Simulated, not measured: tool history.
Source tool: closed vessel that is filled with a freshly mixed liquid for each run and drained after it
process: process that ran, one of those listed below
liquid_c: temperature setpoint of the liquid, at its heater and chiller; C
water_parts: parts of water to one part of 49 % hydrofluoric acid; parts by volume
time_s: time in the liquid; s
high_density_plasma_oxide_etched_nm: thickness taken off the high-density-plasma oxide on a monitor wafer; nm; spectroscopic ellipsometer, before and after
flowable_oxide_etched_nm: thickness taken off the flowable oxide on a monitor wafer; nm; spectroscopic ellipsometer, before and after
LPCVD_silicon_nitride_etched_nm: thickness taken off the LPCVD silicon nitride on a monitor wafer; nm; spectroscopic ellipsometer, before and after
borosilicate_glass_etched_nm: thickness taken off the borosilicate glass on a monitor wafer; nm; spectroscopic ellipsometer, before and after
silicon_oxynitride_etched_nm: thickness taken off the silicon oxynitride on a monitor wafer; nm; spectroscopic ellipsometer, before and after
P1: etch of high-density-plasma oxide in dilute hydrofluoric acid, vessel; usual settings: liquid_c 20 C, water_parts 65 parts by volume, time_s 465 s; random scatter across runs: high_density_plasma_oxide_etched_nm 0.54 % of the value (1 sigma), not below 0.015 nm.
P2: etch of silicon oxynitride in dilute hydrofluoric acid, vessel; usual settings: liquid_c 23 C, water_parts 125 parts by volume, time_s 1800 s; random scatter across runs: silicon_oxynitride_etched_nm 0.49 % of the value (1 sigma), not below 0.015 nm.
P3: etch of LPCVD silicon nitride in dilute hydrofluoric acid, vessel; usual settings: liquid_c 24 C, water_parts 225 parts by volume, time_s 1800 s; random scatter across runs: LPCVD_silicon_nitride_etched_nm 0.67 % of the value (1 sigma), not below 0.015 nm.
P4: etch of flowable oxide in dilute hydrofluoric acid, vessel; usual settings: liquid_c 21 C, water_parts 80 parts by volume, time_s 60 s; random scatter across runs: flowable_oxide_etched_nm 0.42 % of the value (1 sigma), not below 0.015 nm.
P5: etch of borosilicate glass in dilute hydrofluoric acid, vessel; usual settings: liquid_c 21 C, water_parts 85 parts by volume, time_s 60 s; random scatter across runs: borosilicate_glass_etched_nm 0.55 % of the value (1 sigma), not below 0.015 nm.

| run | hour | process | liquid_c | water_parts | time_s | high_density_plasma_oxide_etched_nm | flowable_oxide_etched_nm | LPCVD_silicon_nitride_etched_nm | borosilicate_glass_etched_nm | silicon_oxynitride_etched_nm |
|---|---|---|---|---|---|---|---|---|---|---|
| 1 | 12.5 | P1 | 20 | 65 | 465 | 35.421 |  |  |  |  |
| 2 | 24 | P4 | 21 | 80 | 120 |  | 44.886 |  |  |  |
| 3 | 36.4 | P3 | 17 | 225 | 1800 |  |  | 2.342 |  |  |
| 4 | 52.2 | P1 | 20 | 65 | 120 | 9.1657 |  |  |  |  |
| 5 | 61.6 | P4 | 21 | 145 | 60 |  | 11.411 |  |  |  |
| 6 | 76.1 | P3 | 24 | 410 | 1800 |  |  | 1.9979 |  |  |
| 7 | 84.7 | P1 | 20 | 65 | 465 | 35.247 |  |  |  |  |
| 8 | 97.7 | P5 | 21 | 135 | 60 |  |  |  | 8.489 |  |
| 9 | 110.6 | P5 | 21 | 85 | 60 |  |  |  | 14.328 |  |
| 10 | 124.2 | P4 | 21 | 80 | 60 |  | 22.316 |  |  |  |
| 11 | 142 | P1 | 28 | 65 | 210 | 22.223 |  |  |  |  |
| 12 | 160 | P1 | 20 | 115 | 850 | 34.725 |  |  |  |  |
| 13 | 172.5 | P4 | 21 | 80 | 60 |  | 22.39 |  |  |  |
| 14 | 189.9 | P1 | 20 | 65 | 465 | 35.532 |  |  |  |  |
| 15 | 203.1 | P2 | 23 | 205 | 1800 |  |  |  |  | 15.826 |
| 16 | 214.2 | P2 | 23 | 125 | 1800 |  |  |  |  | 27.516 |
| 17 | 230.4 | P4 | 28 | 80 | 60 |  | 29.588 |  |  |  |
| 18 | 239.4 | P1 | 20 | 65 | 465 | 35.342 |  |  |  |  |
| 19 | 251.8 | P1 | 24.5 | 65 | 465 | 42.606 |  |  |  |  |
| 20 | 265.8 | P1 | 20 | 65 | 465 | 35.447 |  |  |  |  |
| 21 | 281.7 | P3 | 24 | 225 | 1800 |  |  | 3.6126 |  |  |
| 22 | 298.9 | P5 | 21 | 85 | 115 |  |  |  | 27.673 |  |
| 23 | 311.1 | P1 | 20 | 65 | 795 | 61.233 |  |  |  |  |
| 24 | 329.3 | P2 | 23 | 125 | 765 |  |  |  |  | 11.709 |
| 25 | 343.1 | P1 | 20 | 100 | 465 | 22.109 |  |  |  |  |
| 26 | 360.9 | P2 | 29 | 125 | 1800 |  |  |  |  | 36.324 |
| 27 | 373.3 | P5 | 27.5 | 85 | 60 |  |  |  | 18.54 |  |
| 28 | 384.9 | P1 | 20 | 30 | 465 | 80.199 |  |  |  |  |
| 29 | 400.9 | P3 | 24 | 225 | 145 |  |  | 0.27514 |  |  |
| 30 | 410.5 | P1 | 17 | 65 | 465 | 31.281 |  |  |  |  |
| 31 | 425.3 | P1 | 20 | 110 | 725 | 30.936 |  |  |  |  |
| 32 | 440.4 | P1 | 20 | 65 | 465 | 35.428 |  |  |  |  |
| 33 | 449.7 | P1 | 20 | 65 | 465 | 34.367 |  |  |  |  |
| 34 | 467.9 | P1 | 20 | 65 | 465 | 32.949 |  |  |  |  |
| 35 | 478.6 | P1 | 20 | 65 | 465 | 32.859 |  |  |  |  |

Expected results for the next run?
| 36 | 492.9 | P1 | 20 | 65 | 465 | ? |  |  |  |  |

high_density_plasma_oxide_etched_nm: 32.688 nm
